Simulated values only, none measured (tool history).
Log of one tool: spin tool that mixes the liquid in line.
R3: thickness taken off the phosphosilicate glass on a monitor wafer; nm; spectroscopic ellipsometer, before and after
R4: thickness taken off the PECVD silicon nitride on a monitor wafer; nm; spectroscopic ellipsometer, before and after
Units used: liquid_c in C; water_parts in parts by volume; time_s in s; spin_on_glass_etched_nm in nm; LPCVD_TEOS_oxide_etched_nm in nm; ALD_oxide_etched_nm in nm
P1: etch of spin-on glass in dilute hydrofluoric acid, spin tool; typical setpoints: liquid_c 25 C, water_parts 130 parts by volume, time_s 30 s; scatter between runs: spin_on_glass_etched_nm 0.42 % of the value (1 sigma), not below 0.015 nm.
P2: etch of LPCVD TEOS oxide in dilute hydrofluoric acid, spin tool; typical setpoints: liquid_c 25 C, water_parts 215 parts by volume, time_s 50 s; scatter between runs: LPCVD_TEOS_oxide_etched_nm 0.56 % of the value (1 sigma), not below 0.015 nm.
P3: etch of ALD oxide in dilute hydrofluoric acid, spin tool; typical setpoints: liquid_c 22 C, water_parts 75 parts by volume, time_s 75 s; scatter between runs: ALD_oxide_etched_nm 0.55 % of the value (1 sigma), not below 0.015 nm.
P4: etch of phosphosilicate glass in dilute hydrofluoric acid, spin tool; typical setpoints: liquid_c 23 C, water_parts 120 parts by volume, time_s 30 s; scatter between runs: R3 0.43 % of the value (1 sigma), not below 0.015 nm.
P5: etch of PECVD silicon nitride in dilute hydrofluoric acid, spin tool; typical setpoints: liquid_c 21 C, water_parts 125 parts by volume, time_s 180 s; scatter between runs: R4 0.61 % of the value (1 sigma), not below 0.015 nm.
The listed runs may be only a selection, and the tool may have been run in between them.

run 1 hour=7.7 | process=P1 liquid_c=25 water_parts=130 time_s=30 | spin_on_glass_etched_nm=5.0377
run 2 hour=13.8 | process=P2 liquid_c=25 water_parts=215 time_s=50 | LPCVD_TEOS_oxide_etched_nm=9.2762
run 3 hour=18.9 | process=P1 liquid_c=25 water_parts=130 time_s=30 | spin_on_glass_etched_nm=5.0728
run 4 hour=26.2 | process=P1 liquid_c=25 water_parts=130 time_s=15 | spin_on_glass_etched_nm=2.5582
run 5 hour=30.7 | process=P4 liquid_c=23 water_parts=120 time_s=30 | R3=40.53
run 6 hour=38.6 | process=P2 liquid_c=25 water_parts=215 time_s=20 | LPCVD_TEOS_oxide_etched_nm=3.7333
run 7 hour=44.8 | process=P5 liquid_c=21 water_parts=125 time_s=180 | R4=3.7715
run 8 hour=49.1 | process=P5 liquid_c=17 water_parts=125 time_s=180 | R4=2.9093
run 9 hour=55.5 | process=P3 liquid_c=22 water_parts=75 time_s=150 | ALD_oxide_etched_nm=62.31
run 10 hour=62.5 | process=P1 liquid_c=33 water_parts=45 time_s=30 | spin_on_glass_etched_nm=22.368
run 11 hour=69.1 | process=P1 liquid_c=25 water_parts=130 time_s=30 | spin_on_glass_etched_nm=5.0946
run 12 hour=74.8 | process=P4 liquid_c=23 water_parts=220 time_s=30 | R3=19.755
run 13 hour=81.6 | process=P4 liquid_c=23 water_parts=120 time_s=15 | R3=20.334
run 14 hour=85.7 | process=P2 liquid_c=29.5 water_parts=215 time_s=50 | LPCVD_TEOS_oxide_etched_nm=10.896
run 15 hour=90.6 | process=P5 liquid_c=21 water_parts=170 time_s=180 | R4=2.7989
run 16 hour=97 | process=P1 liquid_c=25 water_parts=205 time_s=30 | spin_on_glass_etched_nm=2.9612
run 17 hour=101.3 | process=P2 liquid_c=25 water_parts=215 time_s=50 | LPCVD_TEOS_oxide_etched_nm=9.2066
run 18 hour=106.9 | process=P1 liquid_c=25 water_parts=130 time_s=60 | spin_on_glass_etched_nm=10.192
run 19 hour=113.3 | process=P4 liquid_c=31 water_parts=120 time_s=30 | R3=54.588
run 20 hour=119.8 | process=P1 liquid_c=25 water_parts=130 time_s=30 | spin_on_glass_etched_nm=5.0998
run 21 hour=124 | process=P1 liquid_c=25 water_parts=40 time_s=30 | spin_on_glass_etched_nm=18.384
run 22 hour=128 | process=P1 liquid_c=29.5 water_parts=130 time_s=30 | spin_on_glass_etched_nm=6.001
run 23 hour=136 | process=P5 liquid_c=21 water_parts=125 time_s=20 | R4=0.41528
run 24 hour=143.8 | process=P1 liquid_c=25 water_parts=130 time_s=30 | spin_on_glass_etched_nm=5.0669
run 25 hour=151.6 | process=P3 liquid_c=22 water_parts=75 time_s=75 | ALD_oxide_etched_nm=30.783
run 26 hour=156.3 | process=P3 liquid_c=28.5 water_parts=75 time_s=75 | ALD_oxide_etched_nm=40.054
run 27 hour=160.4 | process=P3 liquid_c=22 water_parts=35 time_s=75 | ALD_oxide_etched_nm=69.431
run 28 hour=169.1 | process=P2 liquid_c=25 water_parts=295 time_s=50 | LPCVD_TEOS_oxide_etched_nm=6.2171
run 29 hour=177.6 | process=P1 liquid_c=19 water_parts=130 time_s=30 | spin_on_glass_etched_nm=4.0232
run 30 hour=182.5 | process=P1 liquid_c=25 water_parts=130 time_s=30 | spin_on_glass_etched_nm=5.1208
run 31 hour=188.2 | process=P1 liquid_c=25 water_parts=130 time_s=30 | spin_on_glass_etched_nm=4.9159
run 32 hour=193.4 | process=P1 liquid_c=25 water_parts=130 time_s=30 | spin_on_glass_etched_nm=4.8242
run 33 hour=200.6 | process=P1 liquid_c=25 water_parts=130 time_s=30 | spin_on_glass_etched_nm=4.7463
run 34 hour=205.8 | process=P1 liquid_c=25 water_parts=130 time_s=30 | spin_on_glass_etched_nm=4.7034
run 35 hour=212.8 | process=P1 liquid_c=25 water_parts=130 time_s=30 | spin_on_glass_etched_nm=4.7242
run 36 hour=220.9 | process=P1 liquid_c=25 water_parts=130 time_s=30 | spin_on_glass_etched_nm=4.6961
run 37 hour=225.5 | process=P1 liquid_c=25 water_parts=130 time_s=30 | spin_on_glass_etched_nm=4.6455
run 38 hour=229.8 | process=P1 liquid_c=25 water_parts=130 time_s=30 | spin_on_glass_etched_nm=4.6585
run 39 hour=234.2 | process=P1 liquid_c=25 water_parts=130 time_s=30 | spin_on_glass_etched_nm=4.6694
run 40 hour=241 | process=P1 liquid_c=25 water_parts=130 time_s=30 | spin_on_glass_etched_nm=4.6462

What P1 gives has crept away from where it was. These 2 causes fit the log equally well, each at the size given:
A: liquid colder than its thermometer reads (K) = 2.34
B: hydrofluoric acid flow below the setpoint (%) = 7.52
The drift started at roughly hour 182.5.

The check runs listed below each take one wafer, and their results are still question marks. Under which run would the listed causes lead to clearly different results?
run check 1 hour=247.8 | process=P3 liquid_c=22 water_parts=75 time_s=75 | ALD_oxide_etched_nm=?
run check 2 hour=247.8 | process=P5 liquid_c=21 water_parts=125 time_s=180 | R4=?
run check 3 hour=247.8 | process=P4 liquid_c=23 water_parts=120 time_s=30 | R3=?
run check 4 hour=247.8 | process=P2 liquid_c=25 water_parts=215 time_s=50 | LPCVD_TEOS_oxide_etched_nm=?

What every check run would give for each of its results, assuming each possible cause in turn:
check=check_1 result=ALD_oxide_etched_nm if_A=27.992 if_B=28.314
check=check_2 result=R4 if_A=3.2302 if_B=3.5047
check=check_3 result=R3 if_A=36.908 if_B=37.049
check=check_4 result=LPCVD_TEOS_oxide_etched_nm if_A=8.5312 if_B=8.4372
How far apart the two closest causes lie, in the result that separates them most: check 1 1.14 %; check 2 8.16 %; check 3 0.38 %; check 4 1.11 %
Check 2 is the one run that separates the causes; every other check would come out nearly the same whichever cause is at work.

The results of check 2 are: R4 3.2856 nm. Based on these, which of the listed causes is it?

Of the candidate causes, it is A: liquid colder than its thermometer reads (K).

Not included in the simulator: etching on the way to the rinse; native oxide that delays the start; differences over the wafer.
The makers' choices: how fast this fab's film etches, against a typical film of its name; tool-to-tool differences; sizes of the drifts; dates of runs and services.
